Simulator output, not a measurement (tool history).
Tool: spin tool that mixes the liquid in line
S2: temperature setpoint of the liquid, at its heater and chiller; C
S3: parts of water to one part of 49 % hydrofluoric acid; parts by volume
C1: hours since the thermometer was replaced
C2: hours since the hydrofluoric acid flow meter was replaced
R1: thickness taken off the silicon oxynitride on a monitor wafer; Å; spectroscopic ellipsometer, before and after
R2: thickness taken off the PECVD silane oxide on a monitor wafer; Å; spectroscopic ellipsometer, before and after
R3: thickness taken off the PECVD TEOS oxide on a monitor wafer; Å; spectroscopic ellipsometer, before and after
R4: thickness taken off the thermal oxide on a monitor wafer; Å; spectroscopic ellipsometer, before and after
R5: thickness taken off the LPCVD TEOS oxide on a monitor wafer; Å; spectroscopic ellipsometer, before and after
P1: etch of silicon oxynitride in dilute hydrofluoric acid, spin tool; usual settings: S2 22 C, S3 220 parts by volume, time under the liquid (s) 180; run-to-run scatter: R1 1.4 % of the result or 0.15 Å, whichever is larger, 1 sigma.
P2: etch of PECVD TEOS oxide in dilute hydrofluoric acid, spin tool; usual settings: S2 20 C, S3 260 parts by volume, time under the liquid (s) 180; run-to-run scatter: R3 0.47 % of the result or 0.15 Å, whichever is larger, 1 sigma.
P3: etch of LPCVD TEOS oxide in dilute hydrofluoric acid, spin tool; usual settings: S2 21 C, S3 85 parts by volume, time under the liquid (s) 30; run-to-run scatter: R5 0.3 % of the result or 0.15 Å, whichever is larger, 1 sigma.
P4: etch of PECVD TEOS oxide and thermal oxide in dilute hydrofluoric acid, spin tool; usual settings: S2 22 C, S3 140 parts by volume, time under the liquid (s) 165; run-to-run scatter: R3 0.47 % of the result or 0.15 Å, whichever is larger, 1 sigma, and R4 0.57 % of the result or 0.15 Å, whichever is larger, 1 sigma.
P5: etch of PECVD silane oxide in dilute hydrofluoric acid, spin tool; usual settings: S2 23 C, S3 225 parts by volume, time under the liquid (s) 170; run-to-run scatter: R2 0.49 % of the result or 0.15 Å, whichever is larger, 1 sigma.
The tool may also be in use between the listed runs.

run 1 day=0.383 | process_that_ran=P1 S2=22 S3=220 time_under_the_liquid_(s)=180 | C1=1235.6 C2=1346 | R1=15.56
run 2 day=0.742 | process_that_ran=P1 S2=22 S3=50 time_under_the_liquid_(s)=180 | C1=1244.2 C2=1354.6 | R1=78.306
run 3 day=0.962 | process_that_ran=P1 S2=22 S3=220 time_under_the_liquid_(s)=60 | C1=1249.5 C2=1359.9 | R1=5.0715
run 4 day=1.288 | process_that_ran=P5 S2=17.5 S3=225 time_under_the_liquid_(s)=170 | C1=1257.3 C2=1367.7 | R2=86.243
run 5 day=1.717 | process_that_ran=P4 S2=22 S3=255 time_under_the_liquid_(s)=165 | C1=1267.6 C2=1378 | R3=75.024 R4=24.594
run 6 day=2.079 | process_that_ran=P2 S2=20 S3=100 time_under_the_liquid_(s)=180 | C1=1276.3 C2=1386.7 | R3=130.59
run 7 day=2.288 | process_that_ran=P1 S2=22 S3=220 time_under_the_liquid_(s)=180 | C1=1281.3 C2=1391.7 | R1=15.964
run 8 day=2.671 | process_that_ran=P4 S2=22 S3=140 time_under_the_liquid_(s)=165 | C1=1290.5 C2=1400.9 | R3=154.97 R4=50.121
run 9 day=2.942 | process_that_ran=P1 S2=22 S3=220 time_under_the_liquid_(s)=180 | C1=1297 C2=1407.4 | R1=15.781
run 10 day=3.408 | process_that_ran=P5 S2=23 S3=225 time_under_the_liquid_(s)=170 | C1=1308.2 C2=1418.6 | R2=106.22
run 11 day=3.717 | process_that_ran=P3 S2=26 S3=85 time_under_the_liquid_(s)=30 | C1=1315.6 C2=1426 | R5=117.07
run 12 day=3.95 | process_that_ran=P2 S2=20 S3=260 time_under_the_liquid_(s)=15 | C1=1321.2 C2=1431.6 | R3=3.7901
run 13 day=4.362 | process_that_ran=P1 S2=22 S3=135 time_under_the_liquid_(s)=40 | C1=1331.1 C2=1441.5 | R1=5.9964
run 14 day=4.671 | process_that_ran=P1 S2=22 S3=220 time_under_the_liquid_(s)=180 | C1=1338.5 C2=1448.9 | R1=15.827
run 15 day=5.133 | process_that_ran=P1 S2=22 S3=220 time_under_the_liquid_(s)=180 | C1=1349.6 C2=1460 | R1=15.66
run 16 day=5.388 | process_that_ran=P1 S2=17 S3=220 time_under_the_liquid_(s)=180 | C1=1355.7 C2=1466.1 | R1=12.332
run 17 day=5.779 | process_that_ran=P5 S2=23 S3=400 time_under_the_liquid_(s)=170 | C1=1365.1 C2=1475.5 | R2=50.398
-- day=5.842 hydrofluoric acid flow meter replaced
run 18 day=6.004 | process_that_ran=P3 S2=21 S3=20 time_under_the_liquid_(s)=30 | C1=1370.5 C2=4 | R5=439.85
run 19 day=6.208 | process_that_ran=P2 S2=20 S3=260 time_under_the_liquid_(s)=180 | C1=1375.4 C2=8.9 | R3=42.86
run 20 day=6.658 | process_that_ran=P3 S2=21 S3=85 time_under_the_liquid_(s)=30 | C1=1386.2 C2=19.7 | R5=95.724
run 21 day=6.9 | process_that_ran=P3 S2=21 S3=85 time_under_the_liquid_(s)=15 | C1=1392 C2=25.5 | R5=47.722
run 22 day=7.142 | process_that_ran=P2 S2=24 S3=260 time_under_the_liquid_(s)=180 | C1=1397.8 C2=31.3 | R3=49.693
run 23 day=7.342 | process_that_ran=P1 S2=26 S3=220 time_under_the_liquid_(s)=180 | C1=1402.6 C2=36.1 | R1=18.519
run 24 day=7.688 | process_that_ran=P4 S2=17 S3=140 time_under_the_liquid_(s)=165 | C1=1410.9 C2=44.4 | R3=127.78 R4=40.829
run 25 day=7.983 | process_that_ran=P1 S2=28.5 S3=220 time_under_the_liquid_(s)=100 | C1=1418 C2=51.5 | R1=11.898
run 26 day=8.283 | process_that_ran=P1 S2=22 S3=220 time_under_the_liquid_(s)=300 | C1=1425.2 C2=58.7 | R1=26.462
run 27 day=8.604 | process_that_ran=P1 S2=22 S3=330 time_under_the_liquid_(s)=180 | C1=1432.9 C2=66.4 | R1=9.9856
run 28 day=8.929 | process_that_ran=P5 S2=23 S3=225 time_under_the_liquid_(s)=55 | C1=1440.7 C2=74.2 | R2=34.646
run 29 day=9.179 | process_that_ran=P1 S2=22 S3=220 time_under_the_liquid_(s)=180 | C1=1446.7 C2=80.2 | R1=15.223
run 30 day=9.6 | process_that_ran=P4 S2=22 S3=140 time_under_the_liquid_(s)=15 | C1=1456.8 C2=90.3 | R3=13.87 R4=4.3749
run 31 day=9.896 | process_that_ran=P1 S2=22 S3=220 time_under_the_liquid_(s)=180 | C1=1463.9 C2=97.4 | R1=15.491
run 32 day=10.254 | process_that_ran=P1 S2=22 S3=220 time_under_the_liquid_(s)=180 | C1=1472.5 C2=106 | R1=16.546
run 33 day=10.638 | process_that_ran=P1 S2=22 S3=220 time_under_the_liquid_(s)=180 | C1=1481.7 C2=115.2 | R1=16.35
run 34 day=11.092 | process_that_ran=P1 S2=22 S3=220 time_under_the_liquid_(s)=180 | C1=1492.6 C2=126.1 | R1=16.837
run 35 day=11.483 | process_that_ran=P1 S2=22 S3=220 time_under_the_liquid_(s)=180 | C1=1502 C2=135.5 | R1=16.478
run 36 day=11.792 | process_that_ran=P1 S2=22 S3=220 time_under_the_liquid_(s)=180 | C1=1509.4 C2=142.9 | R1=16.906
run 37 day=12.225 | process_that_ran=P1 S2=22 S3=220 time_under_the_liquid_(s)=180 | C1=1519.8 C2=153.3 | R1=17.177
run 38 day=12.554 | process_that_ran=P1 S2=22 S3=220 time_under_the_liquid_(s)=180 | C1=1527.7 C2=161.2 | R1=17.444
run 39 day=12.929 | process_that_ran=P1 S2=22 S3=220 time_under_the_liquid_(s)=180 | C1=1536.7 C2=170.2 | R1=16.581
run 40 day=13.238 | process_that_ran=P1 S2=22 S3=220 time_under_the_liquid_(s)=180 | C1=1544.1 C2=177.6 | R1=17.457

What P1 gives has crept away from where it was. These 2 causes fit the log equally well, each at the size given:
A: hydrofluoric acid flow above the setpoint (%) = 7.8
B: liquid hotter than its thermometer reads (K) = 1.94
The creep began at about day 9.896.

4 check runs are offered, each on 2 wafers whose results are averaged, their results left as question marks. Which one tells the causes apart?
run check 1 day=13.546 | process_that_ran=P3 S2=21 S3=25 time_under_the_liquid_(s)=15 | R5=?
run check 2 day=13.546 | process_that_ran=P5 S2=23 S3=365 time_under_the_liquid_(s)=170 | R2=?
run check 3 day=13.546 | process_that_ran=P4 S2=17 S3=140 time_under_the_liquid_(s)=15 | R3=? R4=?
run check 4 day=13.546 | process_that_ran=P2 S2=20 S3=125 time_under_the_liquid_(s)=15 | R3=?

What each check would give under each cause:
check=check_1 result=R5 if_A=188.44 if_B=189.45
check=check_2 result=R2 if_A=63.239 if_B=61.112
check=check_3 result=R3 if_A=12.536 if_B=12.463
check=check_3 result=R4 if_A=4.0412 if_B=4.0174
check=check_4 result=R3 if_A=9.263 if_B=9.1969
How far apart the two closest causes lie, in the result that separates them most: check 1 0.54 %; check 2 3.42 %; check 3 0.59 %; check 4 0.72 %
Check 2 tells the causes apart: in the others they would give nearly the same result.

Then check 2 was run and gave: R2 63.187 Å. Which cause is it?

It is A: hydrofluoric acid flow above the setpoint (%).
